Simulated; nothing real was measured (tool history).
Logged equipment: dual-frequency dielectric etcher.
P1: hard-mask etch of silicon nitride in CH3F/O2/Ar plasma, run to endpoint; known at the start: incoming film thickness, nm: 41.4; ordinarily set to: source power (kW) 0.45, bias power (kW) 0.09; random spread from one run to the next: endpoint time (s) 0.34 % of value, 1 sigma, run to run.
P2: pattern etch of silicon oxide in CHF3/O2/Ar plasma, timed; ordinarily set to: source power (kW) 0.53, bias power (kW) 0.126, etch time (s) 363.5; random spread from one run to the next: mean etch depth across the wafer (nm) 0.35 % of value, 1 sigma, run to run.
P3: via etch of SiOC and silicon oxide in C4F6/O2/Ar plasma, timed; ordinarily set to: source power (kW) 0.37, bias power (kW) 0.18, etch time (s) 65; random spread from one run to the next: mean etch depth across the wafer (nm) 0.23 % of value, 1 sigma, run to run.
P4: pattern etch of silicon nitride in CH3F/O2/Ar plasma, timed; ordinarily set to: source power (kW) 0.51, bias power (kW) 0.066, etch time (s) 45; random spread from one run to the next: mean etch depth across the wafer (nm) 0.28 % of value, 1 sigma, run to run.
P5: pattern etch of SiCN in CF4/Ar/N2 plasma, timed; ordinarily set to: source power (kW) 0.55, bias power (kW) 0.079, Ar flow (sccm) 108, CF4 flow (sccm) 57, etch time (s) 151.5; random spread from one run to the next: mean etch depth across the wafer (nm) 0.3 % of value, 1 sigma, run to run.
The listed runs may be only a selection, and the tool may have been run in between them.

run,day,process that ran,source power (kW),bias power (kW),Ar flow (sccm),CF4 flow (sccm),etch time (s),hours since the last wet clean,hours since the last source power generator calibration,hours since the last bias power generator calibration,endpoint time (s),mean etch depth across the wafer (nm)
1,0.271,P1,0.45,0.09,,,,68.5,1040.7,769,53.71,
2,0.658,P1,0.45,0.115,,,,77.8,1050,778.3,48.952,
3,0.925,P1,0.63,0.09,,,,84.2,1056.4,784.7,47.229,
4,1.333,P5,0.55,0.079,108,79,151.5,94,1066.2,794.5,,162.55
5,1.683,P1,0.29,0.09,,,,102.4,1074.6,802.9,62.86,
6,1.967,P5,0.71,0.079,108,57,151.5,109.2,1081.4,809.7,,193.85
7,2.354,P3,0.44,0.18,,,65,118.5,1090.7,819,,76.307
8,2.562,P1,0.29,0.056,,,,123.5,1095.7,824,74.523,
9,2.771,P3,0.37,0.18,,,65,128.5,1100.7,829,,71.023
10,3.083,P2,0.53,0.126,,,363.5,136,1108.2,836.5,,605.28
11,3.283,P3,0.37,0.18,,,97.5,140.8,1113,841.3,,106.53
12,3.717,P3,0.37,0.18,,,65,151.2,1123.4,851.7,,70.991
13,3.912,P5,0.55,0.079,108,57,151.5,155.9,1128.1,856.4,,153.8
14,4.3,P2,0.53,0.126,,,531.5,165.2,1137.4,865.7,,879.89
15,4.575,P1,0.45,0.09,,,,171.8,1144,872.3,53.929,
16,4.829,P4,0.51,0.088,,,45,177.9,1150.1,878.4,,37.985
17,5.188,P5,0.55,0.079,108,57,151.5,186.5,1158.7,887,,154.99
18,5.6,P4,0.35,0.066,,,45,196.4,1168.6,896.9,,29.853
19,5.996,P1,0.45,0.074,,,,205.9,1178.1,906.4,57.643,
20,6.429,P3,0.37,0.112,,,65,216.3,1188.5,916.8,,61.686
21,6.675,P4,0.51,0.066,,,29,222.2,1194.4,922.7,,22.195
22,6.896,P2,0.38,0.126,,,363.5,227.5,1199.7,928,,524.02
23,7.196,P4,0.51,0.066,,,45,234.7,1206.9,935.2,,34.49
24,7.521,P5,0.55,0.079,70,57,151.5,242.5,1214.7,943,,164.55
25,7.788,P4,0.51,0.066,,,45,248.9,1221.1,949.4,,34.757
26,8.158,P1,0.45,0.09,,,,257.8,1230,958.3,53.449,
27,8.425,P1,0.45,0.09,,,,264.2,1236.4,964.7,54.027,
28,8.633,P2,0.53,0.085,,,363.5,269.2,1241.4,969.7,,532.6
29,8.925,P5,0.55,0.079,108,57,205.5,276.2,1248.4,976.7,,210
30,9.329,P2,0.53,0.126,,,363.5,285.9,1258.1,986.4,,603.26
31,9.533,P5,0.55,0.098,108,57,151.5,290.8,1263,991.3,,167.02
32,9.962,P1,0.45,0.09,,,,301.1,1273.3,1001.6,54.028,
33,10.271,P1,0.45,0.09,,,,308.5,1280.7,1009,54.211,
34,10.521,P1,0.45,0.09,,,,314.5,1286.7,1015,54.286,
# day 10.75: wet clean of the chamber
35,10.767,P1,0.45,0.09,,,,0.5,1292.6,1020.9,54.491,
36,11.104,P1,0.45,0.09,,,,8.6,1300.7,1029,54.25,
37,11.429,P1,0.45,0.09,,,,16.4,1308.5,1036.8,54.839,
38,11.646,P1,0.45,0.09,,,,21.6,1313.7,1042,54.5,

Something has made what P1 gives creep away from where it was; the 2 causes below, each at its own stated size, fit the log equally well:
A: source power that arrives under what is set, % = 4.42
B: bias power that arrives under what is set, % = 4.67
The drift started at roughly day 9.962.
Each remaining cause and why it is not a fit:
chamber walls in a state that lowers the etch rate, %: serviced after onset, at day 10.75, with no recovery of the prior output

Below are 4 check runs, each on a single wafer, with their results shown as question marks. Which of them would tell the listed causes apart, meaning the causes would give clearly different results under it?
check 1,11.862,P2,0.53,0.126,,,363.5,,,,,?
check 2,11.862,P3,0.37,0.18,,,65,,,,,?
check 3,11.862,P5,0.55,0.079,108,57,151.5,,,,,?
check 4,11.862,P4,0.51,0.066,,,45,,,,,?

If the cause were each of the candidates in turn, the checks would give the following:
check,result,if A,if B
check 1,mean etch depth across the wafer (nm),590.47,592.05
check 2,mean etch depth across the wafer (nm),70.008,70.153
check 3,mean etch depth across the wafer (nm),148.68,152.01
check 4,mean etch depth across the wafer (nm),33.907,33.965
Distance between the nearest two causes, measured in the result of the check that separates them most: check 1 0.27 %; check 2 0.21 %; check 3 2.21 %; check 4 0.17 %
The other checks would show nearly matching results whichever cause is true, so check 3 is the only one that separates the causes.

After running check 3, the following was obtained: mean etch depth across the wafer (nm) 152.51. Which cause does this point to?

It is B: bias power that arrives under what is set, %.
